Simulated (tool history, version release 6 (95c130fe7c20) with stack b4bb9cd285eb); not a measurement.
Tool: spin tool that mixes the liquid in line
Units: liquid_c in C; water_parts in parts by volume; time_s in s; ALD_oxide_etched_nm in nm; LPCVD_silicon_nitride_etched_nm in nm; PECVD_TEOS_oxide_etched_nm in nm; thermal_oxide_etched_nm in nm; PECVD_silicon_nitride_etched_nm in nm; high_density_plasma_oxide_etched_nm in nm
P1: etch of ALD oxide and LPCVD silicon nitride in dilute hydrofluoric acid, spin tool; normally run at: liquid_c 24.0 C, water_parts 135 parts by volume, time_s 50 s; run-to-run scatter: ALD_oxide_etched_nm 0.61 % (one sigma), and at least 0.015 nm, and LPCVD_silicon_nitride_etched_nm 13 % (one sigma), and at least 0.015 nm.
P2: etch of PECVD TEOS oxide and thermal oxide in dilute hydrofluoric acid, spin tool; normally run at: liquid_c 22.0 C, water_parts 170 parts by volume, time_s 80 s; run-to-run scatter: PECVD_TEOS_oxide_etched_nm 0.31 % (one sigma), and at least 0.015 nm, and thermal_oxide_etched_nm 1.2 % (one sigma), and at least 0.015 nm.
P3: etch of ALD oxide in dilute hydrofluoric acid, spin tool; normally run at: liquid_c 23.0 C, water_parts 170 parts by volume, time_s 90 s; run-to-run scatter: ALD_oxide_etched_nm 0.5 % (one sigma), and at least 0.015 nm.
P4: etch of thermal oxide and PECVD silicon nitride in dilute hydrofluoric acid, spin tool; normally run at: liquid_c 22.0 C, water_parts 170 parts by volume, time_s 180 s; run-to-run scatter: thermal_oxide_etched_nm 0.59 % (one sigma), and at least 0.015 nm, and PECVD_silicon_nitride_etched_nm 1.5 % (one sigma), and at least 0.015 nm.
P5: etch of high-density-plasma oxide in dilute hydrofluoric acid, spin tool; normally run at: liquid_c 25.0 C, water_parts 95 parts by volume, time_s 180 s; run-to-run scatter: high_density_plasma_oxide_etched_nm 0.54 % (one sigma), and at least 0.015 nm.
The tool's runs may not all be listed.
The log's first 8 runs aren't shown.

run	hour	process	liquid_c	water_parts	time_s	ALD_oxide_etched_nm	LPCVD_silicon_nitride_etched_nm	PECVD_TEOS_oxide_etched_nm	thermal_oxide_etched_nm	PECVD_silicon_nitride_etched_nm	high_density_plasma_oxide_etched_nm
9	51.9	P5	25.0	95	180						11.0070
10	55.4	P2	22.0	170	80			11.4250	1.99330		
11	61.7	P1	20.0	135	15	1.0373	2.5243e-2				
12	69.6	P4	17.0	170	180				3.39730	1.16550	
13	75.5	P4	22.0	170	180				4.04620	1.64720	
14	80.1	P3	23.0	170	90	15.0930					
15	87.1	P1	24.0	135	95	7.9489	3.752e-1				
16	92.9	P1	31.5	135	50	5.4719	3.1452e-1				
17	99.8	P5	25.0	95	290						17.7880
18	104.2	P4	22.0	170	75				1.69790	0.68778	
19	110.2	P1	17.5	135	50	3.2031	1.2396e-1				
20	114.0	P2	22.0	170	15			2.1724	0.39024		
21	121.4	P3	23.0	170	175	29.2910					
22	128.9	P1	24.0	135	50	4.1463	2.0988e-1				
23	134.9	P5	25.0	170	180						5.6048
24	142.6	P4	22.0	170	180				4.06440	1.60610	
25	149.6	P1	24.0	75	50	7.9754	3.3595e-1				
26	156.6	P5	25.0	95	180						10.9140
27	163.1	P3	17.0	170	90	11.8960					
# hour 169.0: hydrofluoric acid flow meter replaced
28	170.8	P1	17.0	135	15	0.9247	9.4537e-4				
29	176.1	P1	24.0	135	50	4.1284	1.9688e-1				
30	183.9	P1	24.0	230	50	2.1825	1.3969e-1				

The next listed run, before its measurement:
31	187.9	P1	24.0	135	50	?	?				

{"run 31": {"ALD_oxide_etched_nm": 4.0887, "LPCVD_silicon_nitride_etched_nm": 0.1876}}
